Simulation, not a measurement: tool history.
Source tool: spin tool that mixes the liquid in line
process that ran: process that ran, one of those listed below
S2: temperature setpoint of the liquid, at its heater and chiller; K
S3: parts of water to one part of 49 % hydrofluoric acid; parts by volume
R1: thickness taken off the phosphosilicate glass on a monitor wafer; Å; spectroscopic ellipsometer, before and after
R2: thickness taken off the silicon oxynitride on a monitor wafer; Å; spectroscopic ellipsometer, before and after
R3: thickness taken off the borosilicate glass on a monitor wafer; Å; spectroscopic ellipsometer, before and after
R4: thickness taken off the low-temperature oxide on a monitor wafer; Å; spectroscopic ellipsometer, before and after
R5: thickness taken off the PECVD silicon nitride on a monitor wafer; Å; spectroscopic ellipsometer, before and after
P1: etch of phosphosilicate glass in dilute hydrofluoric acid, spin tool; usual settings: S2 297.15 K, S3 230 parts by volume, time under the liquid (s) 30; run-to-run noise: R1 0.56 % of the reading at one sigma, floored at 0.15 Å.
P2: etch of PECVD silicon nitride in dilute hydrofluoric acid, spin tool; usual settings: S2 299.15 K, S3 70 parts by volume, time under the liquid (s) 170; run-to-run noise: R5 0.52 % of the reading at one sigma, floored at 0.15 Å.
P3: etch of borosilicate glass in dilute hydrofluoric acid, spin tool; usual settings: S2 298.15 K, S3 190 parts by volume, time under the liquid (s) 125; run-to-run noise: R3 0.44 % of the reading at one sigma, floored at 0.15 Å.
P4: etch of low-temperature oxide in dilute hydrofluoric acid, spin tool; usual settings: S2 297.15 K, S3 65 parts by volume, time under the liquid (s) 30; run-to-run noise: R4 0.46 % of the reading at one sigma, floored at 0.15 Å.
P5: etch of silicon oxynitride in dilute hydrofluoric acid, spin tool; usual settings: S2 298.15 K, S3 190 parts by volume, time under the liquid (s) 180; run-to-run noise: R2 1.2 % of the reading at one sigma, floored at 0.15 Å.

{"run": 1, "hour": 11.1, "process that ran": "P1", "S2": 297.15, "S3": 230, "time under the liquid (s)": 30, "R1": 97.287}
{"run": 2, "hour": 27.0, "process that ran": "P5", "S2": 298.15, "S3": 190, "time under the liquid (s)": 80, "R2": 7.2335}
{"run": 3, "hour": 38.3, "process that ran": "P1", "S2": 297.15, "S3": 55, "time under the liquid (s)": 30, "R1": 494.13}
{"run": 4, "hour": 45.5, "process that ran": "P3", "S2": 292.65, "S3": 190, "time under the liquid (s)": 125, "R3": 121.67}
{"run": 5, "hour": 59.9, "process that ran": "P4", "S2": 297.15, "S3": 65, "time under the liquid (s)": 30, "R4": 74.333}
{"run": 6, "hour": 71.7, "process that ran": "P3", "S2": 298.15, "S3": 325, "time under the liquid (s)": 125, "R3": 75.889}
{"run": 7, "hour": 82.4, "process that ran": "P1", "S2": 297.15, "S3": 230, "time under the liquid (s)": 30, "R1": 97.121}
{"run": 8, "hour": 98.3, "process that ran": "P3", "S2": 298.15, "S3": 190, "time under the liquid (s)": 125, "R3": 148.56}
{"run": 9, "hour": 113.8, "process that ran": "P3", "S2": 298.15, "S3": 190, "time under the liquid (s)": 125, "R3": 147.83}
{"run": 10, "hour": 120.9, "process that ran": "P1", "S2": 305.15, "S3": 230, "time under the liquid (s)": 30, "R1": 129.15}
{"run": 11, "hour": 136.1, "process that ran": "P1", "S2": 297.15, "S3": 230, "time under the liquid (s)": 30, "R1": 97.398}
{"run": 12, "hour": 144.5, "process that ran": "P1", "S2": 297.15, "S3": 230, "time under the liquid (s)": 30, "R1": 96.934}
{"run": 13, "hour": 153.8, "process that ran": "P1", "S2": 297.15, "S3": 400, "time under the liquid (s)": 30, "R1": 46.89}
{"run": 14, "hour": 165.0, "process that ran": "P5", "S2": 298.15, "S3": 320, "time under the liquid (s)": 180, "R2": 9.1526}
{"run": 15, "hour": 176.0, "process that ran": "P1", "S2": 292.15, "S3": 230, "time under the liquid (s)": 30, "R1": 79.934}
{"hour": 177.5, "done": "hydrofluoric acid flow meter replaced"}
{"run": 16, "hour": 189.5, "process that ran": "P4", "S2": 297.15, "S3": 65, "time under the liquid (s)": 30, "R4": 74.326}
{"run": 17, "hour": 197.6, "process that ran": "P1", "S2": 290.15, "S3": 230, "time under the liquid (s)": 55, "R1": 136.64}
{"run": 18, "hour": 209.5, "process that ran": "P1", "S2": 297.15, "S3": 230, "time under the liquid (s)": 30, "R1": 97.21}
{"run": 19, "hour": 218.6, "process that ran": "P1", "S2": 297.15, "S3": 230, "time under the liquid (s)": 60, "R1": 192.42}
{"run": 20, "hour": 229.0, "process that ran": "P4", "S2": 297.15, "S3": 110, "time under the liquid (s)": 30, "R4": 41.498}
{"run": 21, "hour": 243.8, "process that ran": "P1", "S2": 297.15, "S3": 230, "time under the liquid (s)": 15, "R1": 48.473}
{"run": 22, "hour": 259.2, "process that ran": "P1", "S2": 297.15, "S3": 230, "time under the liquid (s)": 30, "R1": 97.415}
{"run": 23, "hour": 272.3, "process that ran": "P4", "S2": 297.15, "S3": 65, "time under the liquid (s)": 60, "R4": 149.16}
{"run": 24, "hour": 286.8, "process that ran": "P5", "S2": 305.15, "S3": 190, "time under the liquid (s)": 180, "R2": 22.101}
{"run": 25, "hour": 293.9, "process that ran": "P4", "S2": 291.15, "S3": 65, "time under the liquid (s)": 30, "R4": 57.639}
{"run": 26, "hour": 307.7, "process that ran": "P1", "S2": 303.15, "S3": 230, "time under the liquid (s)": 15, "R1": 59.858}
{"run": 27, "hour": 318.4, "process that ran": "P2", "S2": 304.65, "S3": 70, "time under the liquid (s)": 170, "R5": 68.631}
{"run": 28, "hour": 333.9, "process that ran": "P2", "S2": 299.15, "S3": 20, "time under the liquid (s)": 170, "R5": 161.37}
{"run": 29, "hour": 349.2, "process that ran": "P5", "S2": 298.15, "S3": 190, "time under the liquid (s)": 180, "R2": 16.211}
{"run": 30, "hour": 362.5, "process that ran": "P2", "S2": 299.15, "S3": 70, "time under the liquid (s)": 30, "R5": 8.3812}
{"run": 31, "hour": 372.1, "process that ran": "P2", "S2": 299.15, "S3": 70, "time under the liquid (s)": 170, "R5": 48.209}
{"run": 32, "hour": 384.2, "process that ran": "P1", "S2": 297.15, "S3": 115, "time under the liquid (s)": 15, "R1": 110.48}
{"run": 33, "hour": 397.6, "process that ran": "P3", "S2": 298.15, "S3": 190, "time under the liquid (s)": 40, "R3": 47.185}
{"run": 34, "hour": 409.4, "process that ran": "P1", "S2": 297.15, "S3": 230, "time under the liquid (s)": 30, "R1": 97.568}
{"run": 35, "hour": 422.4, "process that ran": "P1", "S2": 297.15, "S3": 230, "time under the liquid (s)": 30, "R1": 95.656}
{"run": 36, "hour": 432.7, "process that ran": "P1", "S2": 297.15, "S3": 230, "time under the liquid (s)": 30, "R1": 94.229}
{"run": 37, "hour": 443.0, "process that ran": "P1", "S2": 297.15, "S3": 230, "time under the liquid (s)": 30, "R1": 92.433}
{"run": 38, "hour": 456.0, "process that ran": "P1", "S2": 297.15, "S3": 230, "time under the liquid (s)": 30, "R1": 92.595}
{"run": 39, "hour": 471.3, "process that ran": "P1", "S2": 297.15, "S3": 230, "time under the liquid (s)": 30, "R1": 91.188}
{"run": 40, "hour": 480.6, "process that ran": "P1", "S2": 297.15, "S3": 230, "time under the liquid (s)": 30, "R1": 91.802}
{"run": 41, "hour": 491.5, "process that ran": "P1", "S2": 297.15, "S3": 230, "time under the liquid (s)": 30, "R1": 92.681}
{"run": 42, "hour": 499.6, "process that ran": "P1", "S2": 297.15, "S3": 230, "time under the liquid (s)": 30, "R1": 91.638}
{"run": 43, "hour": 507.4, "process that ran": "P1", "S2": 297.15, "S3": 230, "time under the liquid (s)": 30, "R1": 92.066}
{"run": 44, "hour": 521.9, "process that ran": "P1", "S2": 297.15, "S3": 230, "time under the liquid (s)": 30, "R1": 91.571}

What P1 gives has crept off from where it sat before. The 2 causes that follow fit the log equally well, each at the size noted:
A: hydrofluoric acid flow below the setpoint (%) = 3.99
B: liquid colder than its thermometer reads (K) = 1.39
The onset of the drift is placed at about hour 409.4.

Each of the 4 check runs below uses one wafer; its results are left as question marks. Which run tells the causes apart?
{"run": "check 1", "hour": 536.4, "process that ran": "P5", "S2": 298.15, "S3": 190, "time under the liquid (s)": 180, "R2": "?"}
{"run": "check 2", "hour": 536.4, "process that ran": "P3", "S2": 298.15, "S3": 190, "time under the liquid (s)": 125, "R3": "?"}
{"run": "check 3", "hour": 536.4, "process that ran": "P2", "S2": 299.15, "S3": 70, "time under the liquid (s)": 170, "R5": "?"}
{"run": "check 4", "hour": 536.4, "process that ran": "P4", "S2": 297.15, "S3": 65, "time under the liquid (s)": 30, "R4": "?"}

Predicted outcomes, by check and by cause:
check=check_1 result=R2 if_A=15.548 if_B=15.312
check=check_2 result=R3 if_A=141.56 if_B=141.27
check=check_3 result=R5 if_A=45.951 if_B=43.637
check=check_4 result=R4 if_A=70.931 if_B=70.038
Minimum pairwise separation of causes per check, each pair taken at its best-separating result: check 1 1.52 %; check 2 0.21 %; check 3 5.17 %; check 4 1.27 %
The other checks would show nearly matching results whichever cause is true, so check 3 is the only one that separates the causes.

After running check 3, the following was obtained: R5 46.321 Å. Which cause does this point to?

The correct cause is A, namely: hydrofluoric acid flow below the setpoint (%).

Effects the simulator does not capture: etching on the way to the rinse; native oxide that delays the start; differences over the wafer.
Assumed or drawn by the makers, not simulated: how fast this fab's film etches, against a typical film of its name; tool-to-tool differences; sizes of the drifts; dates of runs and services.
